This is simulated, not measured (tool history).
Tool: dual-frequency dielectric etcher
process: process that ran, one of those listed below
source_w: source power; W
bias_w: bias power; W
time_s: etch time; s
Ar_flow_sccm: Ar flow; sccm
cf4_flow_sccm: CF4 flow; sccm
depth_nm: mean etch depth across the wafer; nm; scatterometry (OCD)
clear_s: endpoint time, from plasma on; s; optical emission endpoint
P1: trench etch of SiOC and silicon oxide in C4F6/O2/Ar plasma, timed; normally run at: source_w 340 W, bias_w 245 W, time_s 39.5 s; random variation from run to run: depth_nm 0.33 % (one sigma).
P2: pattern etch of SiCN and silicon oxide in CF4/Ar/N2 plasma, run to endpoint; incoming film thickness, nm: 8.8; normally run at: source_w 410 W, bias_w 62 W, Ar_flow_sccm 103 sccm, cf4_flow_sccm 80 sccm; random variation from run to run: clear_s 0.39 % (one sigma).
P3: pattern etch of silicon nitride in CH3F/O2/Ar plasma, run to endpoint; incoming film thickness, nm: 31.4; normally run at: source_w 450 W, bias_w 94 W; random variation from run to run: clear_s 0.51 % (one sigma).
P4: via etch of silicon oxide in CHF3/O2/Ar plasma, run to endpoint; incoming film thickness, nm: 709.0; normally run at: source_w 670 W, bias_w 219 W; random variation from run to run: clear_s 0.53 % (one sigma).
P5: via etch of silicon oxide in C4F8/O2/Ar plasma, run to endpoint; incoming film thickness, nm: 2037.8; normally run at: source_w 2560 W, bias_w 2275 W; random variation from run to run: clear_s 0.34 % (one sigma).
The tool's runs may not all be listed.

run	hour	process	source_w	bias_w	time_s	Ar_flow_sccm	cf4_flow_sccm	hours since the last wet clean	hours since the last source power generator calibration	hours since the last bias power generator calibration	depth_nm	clear_s
1	14.2	P1	340	245	39.5			177.2	1480.3	1470.2	80.297	
2	26.2	P2	410	62		127	80	189.2	1492.3	1482.2		12.1
3	35.2	P5	2560	2861				198.2	1501.3	1491.2		320.95
4	45	P2	280	62		103	80	208	1511.1	1501		16.36
5	56.7	P3	290	94				219.7	1522.8	1512.7		46.095
6	73.9	P2	410	62		103	109	236.9	1540	1529.9		11.237
7	81.5	P1	340	245	39.5			244.5	1547.6	1537.5	80.581	
8	96.8	P5	2560	2275				259.8	1562.9	1552.8		347.53
# hour 100.4: source power generator calibrated
9	112.9	P4	670	275				275.9	12.6	1568.9		298.07
10	128.6	P1	340	245	27			291.6	28.3	1584.6	54.861	
11	138.6	P2	410	62		103	80	301.6	38.3	1594.6		11.677
12	149.6	P1	340	245	53.5			312.6	49.3	1605.6	108.4	
13	158.1	P1	340	245	39.5			321.1	57.8	1614.1	80.521	
14	175.6	P1	340	245	39.5			338.6	75.3	1631.6	80.291	
15	190.9	P4	670	219				353.9	90.6	1646.9		320.22
16	199.5	P2	410	35		103	80	362.5	99.2	1655.5		13.929
17	210.6	P5	3380	2275				373.6	110.3	1666.6		309.08
18	225	P4	480	219				388	124.7	1681		367.51
19	241.1	P2	410	62		103	80	404.1	140.8	1697.1		11.629
# hour 255.8: bias power generator calibrated
20	258.5	P1	340	339	39.5			421.5	158.2	2.8	90.813	
21	271.6	P4	670	219				434.6	171.3	15.9		324.02
22	284.8	P1	340	245	39.5			447.8	184.5	29.1	80.196	
23	301.6	P1	470	245	39.5			464.6	201.3	45.9	90.914	
24	312.2	P1	340	245	39.5			475.2	211.9	56.5	80.499	
25	325.2	P1	340	158	22			488.2	224.9	69.5	38.767	
26	334.4	P3	450	133				497.4	234.1	78.7		34.446
27	349.7	P3	450	94				512.7	249.4	94		38.88
28	358.5	P1	270	245	39.5			521.5	258.2	102.8	73.615	
29	372.2	P1	340	162	39.5			535.2	271.9	116.5	70.471	
30	387.9	P1	340	245	39.5			550.9	287.6	132.2	80.711	
31	401.9	P1	340	245	39.5			564.9	301.6	146.2	80.853	
32	410.4	P1	340	245	39.5			573.4	310.1	154.7	81.594	
33	422.6	P1	340	245	39.5			585.6	322.3	166.9	81.727	
34	436.6	P1	340	245	39.5			599.6	336.3	180.9	81.326	
# hour 437.5: wet clean of the chamber
35	452.3	P1	340	245	39.5			14.9	352	196.6	81.336	
36	461.2	P1	340	245	39.5			23.8	360.9	205.5	81.535	
37	468.9	P1	340	245	39.5			31.5	368.6	213.2	82.072	
38	478.9	P1	340	245	39.5			41.5	378.6	223.2	81.487	
39	494.7	P1	340	245	39.5			57.3	394.4	239	81.866	

What P1 gives has crept away from where it was. These 2 causes fit the log equally well, each at the size given:
A: source power that arrives over what is set, % = 4.39
B: bias power that arrives over what is set, % = 4.91
The creep began at about hour 387.9.
Why every other cause is out:
chamber walls in a state that raises the etch rate, %: serviced at hour 437.5, which brought nothing back

4 check runs are offered, each on 2 wafers whose results are averaged, their results left as question marks. Which one tells the causes apart?
check 1	510.5	P5	3170	2275								?
check 2	510.5	P3	290	94								?
check 3	510.5	P2	410	40		103	80					?
check 4	510.5	P4	670	273								?

What each check would give under each cause:
check	result	if A	if B
check 1	clear_s	312.45	313.56
check 2	clear_s	45.461	45.376
check 3	clear_s	12.863	13.184
check 4	clear_s	293.82	293.45
How far apart the two closest causes lie, in the result that separates them most: check 1 0.35 %; check 2 0.19 %; check 3 2.47 %; check 4 0.12 %
Only check 3 tells the causes apart: in the others they would give nearly the same result.

Then check 3 was run and gave: clear_s 12.832 s. Which cause is it?

It is A: source power that arrives over what is set, %.
